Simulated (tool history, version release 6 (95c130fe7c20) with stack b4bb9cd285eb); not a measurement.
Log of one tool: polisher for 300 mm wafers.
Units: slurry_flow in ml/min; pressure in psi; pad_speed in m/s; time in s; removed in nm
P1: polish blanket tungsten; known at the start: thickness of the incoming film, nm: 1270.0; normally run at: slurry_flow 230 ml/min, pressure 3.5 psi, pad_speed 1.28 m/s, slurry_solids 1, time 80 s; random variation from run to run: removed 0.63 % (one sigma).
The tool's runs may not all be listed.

run	hour	slurry_flow	pressure	pad_speed	slurry_solids	time	wafers polished on this pad	hours since the slurry nozzle was cleaned	hours since the head pressure was calibrated	hours since the slurry blender was calibrated	hours since the slurry got fresh peroxide	removed
1	5.8	230	3.5	1.28	1	80	453	409.9	156.3	93.5	42.1	514.99
2	10.7	230	3.5	1.28	1	80	489	414.8	161.2	98.4	47	512.55
3	16.2	230	3.5	1.28	1	80	530	420.3	166.7	103.9	52.5	517.45
4	24.5	230	3.5	1.28	0.65	80	590	428.6	175	112.2	60.8	463.61
5	29	230	3.5	1.92	1	80	623	433.1	179.5	116.7	65.3	776.74
6	34.5	230	2.3	1.28	1	80	664	438.6	185	122.2	70.8	339.75
7	38.8	230	5.2	1.28	0.6	80	695	442.9	189.3	126.5	75.1	683.22
8	45.3	140	3.5	1.28	1	80	743	449.4	195.8	133	81.6	476.77
9	53.4	230	3.5	1.28	1	80	802	457.5	203.9	141.1	89.7	509.67
10	62.3	230	3.5	1.28	1	36	868	466.4	212.8	150	98.6	232.01
11	66.4	230	3.5	1.28	1	80	898	470.5	216.9	154.1	102.7	517.05
12	73.9	230	3.5	1.28	1.3	80	953	478	224.4	161.6	110.2	551.63
# hour 74.5: slurry tank refilled with fresh slurry and peroxide
13	79.1	230	3.5	1.28	1	126	991	483.2	229.6	166.8	4.6	812.64
14	83.3	230	3.5	1.28	1	80	1022	487.4	233.8	171	8.8	515.29
15	90	300	3.5	1.28	1	80	1071	494.1	240.5	177.7	15.5	526.81
16	98.3	230	3.5	1.28	1	80	1132	502.4	248.8	186	23.8	515.97
17	102.5	230	3.5	0.7	1	80	1163	506.6	253	190.2	28	284.03
18	108.4	230	5.2	1.28	1	80	1206	512.5	258.9	196.1	33.9	765.96
19	116.4	230	3.5	1.28	1	80	1265	520.5	266.9	204.1	41.9	517.59
20	125.2	230	3.5	1.28	1	80	1329	529.3	275.7	212.9	50.7	496.55
21	130.1	230	3.5	1.28	1	80	1365	534.2	280.6	217.8	55.6	493.32
22	138.6	230	3.5	1.28	1	80	1427	542.7	289.1	226.3	64.1	490.82
# hour 142.1: head pressure recalibrated
# hour 145.3: slurry tank refilled with fresh slurry and peroxide
23	146.6	230	3.5	1.28	1	80	1486	550.7	4.5	234.3	1.3	487.65
24	153	230	3.5	1.28	1	80	1533	557.1	10.9	240.7	7.7	478.45
25	157.5	230	3.5	1.28	1	80	1566	561.6	15.4	245.2	12.2	481.64
26	162.4	230	3.5	1.28	1	80	1602	566.5	20.3	250.1	17.1	476.18
# hour 163.8: worn pad replaced by a new one
27	170.6	230	3.5	1.28	1	80	49	574.7	28.5	258.3	25.3	479.58
28	175.7	230	3.5	1.28	1	80	87	579.8	33.6	263.4	30.4	476.83
29	182.1	230	3.5	1.28	1	80	134	586.2	40	269.8	36.8	476.28

What P1 gives has crept away from where it was. These 2 causes fit the log equally well, each at the size given:
A: slurry flow missing at the pad, % = 39.3
B: abrasive missing from the slurry, % = 27
The creep began at about hour 116.4.
Why every other cause is out:
removal rate lost through wear of the pad, %: serviced at hour 163.8, which brought nothing back
head's pressure below its setpoint, %: serviced at hour 142.1, which brought nothing back
peroxide lost from the slurry, %: serviced at hour 145.3, which brought nothing back

4 check runs are offered, each on 2 wafers whose results are averaged, their results left as question marks. Which one tells the causes apart?
check 1	188.5	150	3.5	1.82	1	80						?
check 2	188.5	230	5	1.28	1	38						?
check 3	188.5	230	3.5	1.28	1.3	40						?
check 4	188.5	230	3.5	1.88	1	80						?

What each check would give under each cause:
check	result	if A	if B
check 1	removed	617.39	639.46
check 2	removed	324.22	324.22
check 3	removed	254.39	253.91
check 4	removed	701.77	701.78
How far apart the two closest causes lie, in the result that separates them most: check 1 3.51 %; check 2 0 %; check 3 0.19 %; check 4 0 %
Check 1 tells the causes apart: in the others they would give nearly the same result.

Then check 1 was run and gave: removed 619.01 nm. Which cause is it?

It is A: slurry flow missing at the pad, %.
